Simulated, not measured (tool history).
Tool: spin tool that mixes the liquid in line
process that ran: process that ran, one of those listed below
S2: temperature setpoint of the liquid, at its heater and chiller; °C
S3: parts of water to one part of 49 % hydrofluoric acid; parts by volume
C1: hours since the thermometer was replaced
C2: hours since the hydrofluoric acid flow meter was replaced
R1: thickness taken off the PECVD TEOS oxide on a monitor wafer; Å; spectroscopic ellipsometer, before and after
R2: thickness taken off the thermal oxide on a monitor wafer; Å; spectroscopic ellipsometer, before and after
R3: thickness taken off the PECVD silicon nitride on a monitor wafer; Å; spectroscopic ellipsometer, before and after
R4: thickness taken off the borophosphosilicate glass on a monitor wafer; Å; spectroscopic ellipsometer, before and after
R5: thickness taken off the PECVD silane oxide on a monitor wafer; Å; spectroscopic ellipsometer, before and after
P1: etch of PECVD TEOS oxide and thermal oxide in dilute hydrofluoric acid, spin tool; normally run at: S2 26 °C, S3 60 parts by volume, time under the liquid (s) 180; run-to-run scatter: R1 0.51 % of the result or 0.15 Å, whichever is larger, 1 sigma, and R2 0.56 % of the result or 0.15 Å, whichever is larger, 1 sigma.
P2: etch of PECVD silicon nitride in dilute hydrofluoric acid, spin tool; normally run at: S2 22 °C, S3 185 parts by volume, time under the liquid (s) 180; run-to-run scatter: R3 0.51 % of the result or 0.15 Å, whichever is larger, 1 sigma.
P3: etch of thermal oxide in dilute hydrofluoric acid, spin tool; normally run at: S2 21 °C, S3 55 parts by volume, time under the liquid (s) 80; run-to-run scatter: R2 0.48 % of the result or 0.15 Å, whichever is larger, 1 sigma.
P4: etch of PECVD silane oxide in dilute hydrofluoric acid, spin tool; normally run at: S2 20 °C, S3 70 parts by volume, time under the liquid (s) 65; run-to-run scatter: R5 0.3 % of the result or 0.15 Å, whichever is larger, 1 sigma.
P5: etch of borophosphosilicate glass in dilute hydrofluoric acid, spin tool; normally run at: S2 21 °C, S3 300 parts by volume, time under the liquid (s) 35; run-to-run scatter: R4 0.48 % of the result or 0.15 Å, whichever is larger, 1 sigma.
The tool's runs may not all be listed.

Run 1, hour 3.6: process that ran P1, S2 26 °C, S3 60 parts by volume, time under the liquid (s) 180; C1 848.2; C2 1613.3. Result: R1 406.88 Å, R2 167.77 Å.
Run 2, hour 11.6: process that ran P2, S2 28.5 °C, S3 185 parts by volume, time under the liquid (s) 180; C1 856.2; C2 1621.3. Result: R3 70.876 Å.
Run 3, hour 19.1: process that ran P1, S2 29.5 °C, S3 60 parts by volume, time under the liquid (s) 285; C1 863.7; C2 1628.8. Result: R1 735.67 Å, R2 304.72 Å.
Run 4, hour 23.3: process that ran P1, S2 26 °C, S3 85 parts by volume, time under the liquid (s) 180; C1 867.9; C2 1633. Result: R1 277.58 Å, R2 113.56 Å.
Run 5, hour 27.6: process that ran P3, S2 29 °C, S3 55 parts by volume, time under the liquid (s) 80; C1 872.2; C2 1637.3. Result: R2 86.059 Å.
Run 6, hour 34.1: process that ran P3, S2 21 °C, S3 25 parts by volume, time under the liquid (s) 80; C1 878.7; C2 1643.8. Result: R2 142.26 Å.
Run 7, hour 38.2: process that ran P1, S2 22 °C, S3 60 parts by volume, time under the liquid (s) 90; C1 882.8; C2 1647.9. Result: R1 173.79 Å, R2 71.029 Å.
Run 8, hour 45.6: process that ran P5, S2 21 °C, S3 145 parts by volume, time under the liquid (s) 35; C1 890.2; C2 1655.3. Result: R4 171.07 Å.
Run 9, hour 49.5: process that ran P3, S2 21 °C, S3 55 parts by volume, time under the liquid (s) 20; C1 894.1; C2 1659.2. Result: R2 15.666 Å.
Run 10, hour 54.9: process that ran P3, S2 21 °C, S3 55 parts by volume, time under the liquid (s) 80; C1 899.5; C2 1664.6. Result: R2 62.518 Å.
Run 11, hour 63.2: process that ran P1, S2 26 °C, S3 60 parts by volume, time under the liquid (s) 35; C1 907.8; C2 1672.9. Result: R1 79.385 Å, R2 32.529 Å.
Run 12, hour 67.6: process that ran P4, S2 20 °C, S3 105 parts by volume, time under the liquid (s) 65; C1 912.2; C2 1677.3. Result: R5 227.91 Å.
Run 13, hour 75.8: process that ran P2, S2 22 °C, S3 185 parts by volume, time under the liquid (s) 180; C1 920.4; C2 1685.5. Result: R3 47.766 Å.
Run 14, hour 82.1: process that ran P2, S2 22 °C, S3 100 parts by volume, time under the liquid (s) 180; C1 926.7; C2 1691.8. Result: R3 86.784 Å.
Run 15, hour 86.2: process that ran P4, S2 25 °C, S3 70 parts by volume, time under the liquid (s) 65; C1 930.8; C2 1695.9. Result: R5 437.38 Å.
At hour 88.5: hydrofluoric acid flow meter replaced.
Run 16, hour 90.9: process that ran P1, S2 26 °C, S3 60 parts by volume, time under the liquid (s) 335; C1 935.5; C2 2.5. Result: R1 748.09 Å, R2 311.41 Å.
Run 17, hour 96.1: process that ran P2, S2 22 °C, S3 185 parts by volume, time under the liquid (s) 280; C1 940.7; C2 7.7. Result: R3 73.942 Å.
Run 18, hour 103.8: process that ran P1, S2 26 °C, S3 60 parts by volume, time under the liquid (s) 180; C1 948.4; C2 15.4. Result: R1 406.4 Å, R2 166.87 Å.
Run 19, hour 108.8: process that ran P2, S2 22 °C, S3 185 parts by volume, time under the liquid (s) 180; C1 953.4; C2 20.4. Result: R3 47.488 Å.
Run 20, hour 114.8: process that ran P5, S2 21 °C, S3 300 parts by volume, time under the liquid (s) 15; C1 959.4; C2 26.4. Result: R4 30.32 Å.
Run 21, hour 122.7: process that ran P1, S2 26 °C, S3 35 parts by volume, time under the liquid (s) 180; C1 967.3; C2 34.3. Result: R1 714.58 Å, R2 296.81 Å.
Run 22, hour 129.6: process that ran P1, S2 26 °C, S3 25 parts by volume, time under the liquid (s) 95; C1 974.2; C2 41.2. Result: R1 542.95 Å, R2 221.11 Å.
Run 23, hour 135.8: process that ran P5, S2 21 °C, S3 300 parts by volume, time under the liquid (s) 35; C1 980.4; C2 47.4. Result: R4 70.771 Å.
Run 24, hour 141.6: process that ran P4, S2 20 °C, S3 70 parts by volume, time under the liquid (s) 65; C1 986.2; C2 53.2. Result: R5 356.36 Å.
Run 25, hour 146: process that ran P1, S2 26 °C, S3 60 parts by volume, time under the liquid (s) 180; C1 990.6; C2 57.6. Result: R1 409.1 Å, R2 168.07 Å.
Run 26, hour 151.6: process that ran P1, S2 26 °C, S3 60 parts by volume, time under the liquid (s) 180; C1 996.2; C2 63.2. Result: R1 407.27 Å, R2 166.14 Å.
Run 27, hour 157.1: process that ran P5, S2 17 °C, S3 300 parts by volume, time under the liquid (s) 35; C1 1001.7; C2 68.7. Result: R4 60.951 Å.
Run 28, hour 165.2: process that ran P1, S2 33.5 °C, S3 60 parts by volume, time under the liquid (s) 180; C1 1009.8; C2 76.8. Result: R1 543.95 Å, R2 225.33 Å.
Run 29, hour 171.8: process that ran P1, S2 21 °C, S3 60 parts by volume, time under the liquid (s) 180; C1 1016.4; C2 83.4. Result: R1 333.07 Å, R2 136.65 Å.
Run 30, hour 179.7: process that ran P4, S2 20 °C, S3 70 parts by volume, time under the liquid (s) 100; C1 1024.3; C2 91.3. Result: R5 548.21 Å.
Run 31, hour 186.1: process that ran P1, S2 26 °C, S3 60 parts by volume, time under the liquid (s) 180; C1 1030.7; C2 97.7. Result: R1 408.14 Å, R2 166.89 Å.
Run 32, hour 191.1: process that ran P4, S2 20 °C, S3 70 parts by volume, time under the liquid (s) 65; C1 1035.7; C2 102.7. Result: R5 356.67 Å.
Run 33, hour 196.7: process that ran P1, S2 26 °C, S3 60 parts by volume, time under the liquid (s) 180; C1 1041.3; C2 108.3. Result: R1 406.8 Å, R2 165.77 Å.
Run 34, hour 200.3: process that ran P1, S2 26 °C, S3 60 parts by volume, time under the liquid (s) 180; C1 1044.9; C2 111.9. Result: R1 414.26 Å, R2 170.72 Å.
Run 35, hour 208.4: process that ran P1, S2 26 °C, S3 60 parts by volume, time under the liquid (s) 180; C1 1053; C2 120. Result: R1 419.86 Å, R2 174.53 Å.
Run 36, hour 213.3: process that ran P1, S2 26 °C, S3 60 parts by volume, time under the liquid (s) 180; C1 1057.9; C2 124.9. Result: R1 428.69 Å, R2 176.26 Å.
Run 37, hour 220.6: process that ran P1, S2 26 °C, S3 60 parts by volume, time under the liquid (s) 180; C1 1065.2; C2 132.2. Result: R1 434.42 Å, R2 179.6 Å.
Run 38, hour 227.2: process that ran P1, S2 26 °C, S3 60 parts by volume, time under the liquid (s) 180; C1 1071.8; C2 138.8. Result: R1 435.35 Å, R2 178.29 Å.
Run 39, hour 233.9: process that ran P1, S2 26 °C, S3 60 parts by volume, time under the liquid (s) 180; C1 1078.5; C2 145.5. Result: R1 433.09 Å, R2 179.4 Å.
Run 40, hour 238.7: process that ran P1, S2 26 °C, S3 60 parts by volume, time under the liquid (s) 180; C1 1083.3; C2 150.3. Result: R1 438.09 Å, R2 180.27 Å.
Run 41, hour 245.9: process that ran P1, S2 26 °C, S3 60 parts by volume, time under the liquid (s) 180; C1 1090.5; C2 157.5. Result: R1 440.34 Å, R2 181.87 Å.

What P1 gives has crept away from where it was. These 2 causes fit the log equally well, each at the size given:
A: hydrofluoric acid flow above the setpoint (%) = 6.66
B: liquid hotter than its thermometer reads (K) = 1.75
The creep began at about hour 196.7.

4 check runs are offered, one wafer each, their results left as question marks. Which one tells the causes apart?
Run check 1, hour 253.1: process that ran P2, S2 22 °C, S3 185 parts by volume, time under the liquid (s) 255. Result: R3 ?.
Run check 2, hour 253.1: process that ran P5, S2 21 °C, S3 180 parts by volume, time under the liquid (s) 35. Result: R4 ?.
Run check 3, hour 253.1: process that ran P3, S2 27.5 °C, S3 55 parts by volume, time under the liquid (s) 80. Result: R2 ?.
Run check 4, hour 253.1: process that ran P4, S2 20 °C, S3 95 parts by volume, time under the liquid (s) 65. Result: R5 ?.

What each check would give under each cause:
  check  result    if A    if B
check 1      R3  71.722  75.341
check 2      R4  143.56  142.26
check 3      R2  87.191  87.184
check 4      R5  273.49   273.6
How far apart the two closest causes lie, in the result that separates them most: check 1 4.92 %; check 2 0.91 %; check 3 0.01 %; check 4 0.04 %
Check 1 tells the causes apart: in the others they would give nearly the same result.

Then check 1 was run and gave: R3 72.07 Å. Which cause is it?

It is A: hydrofluoric acid flow above the setpoint (%).
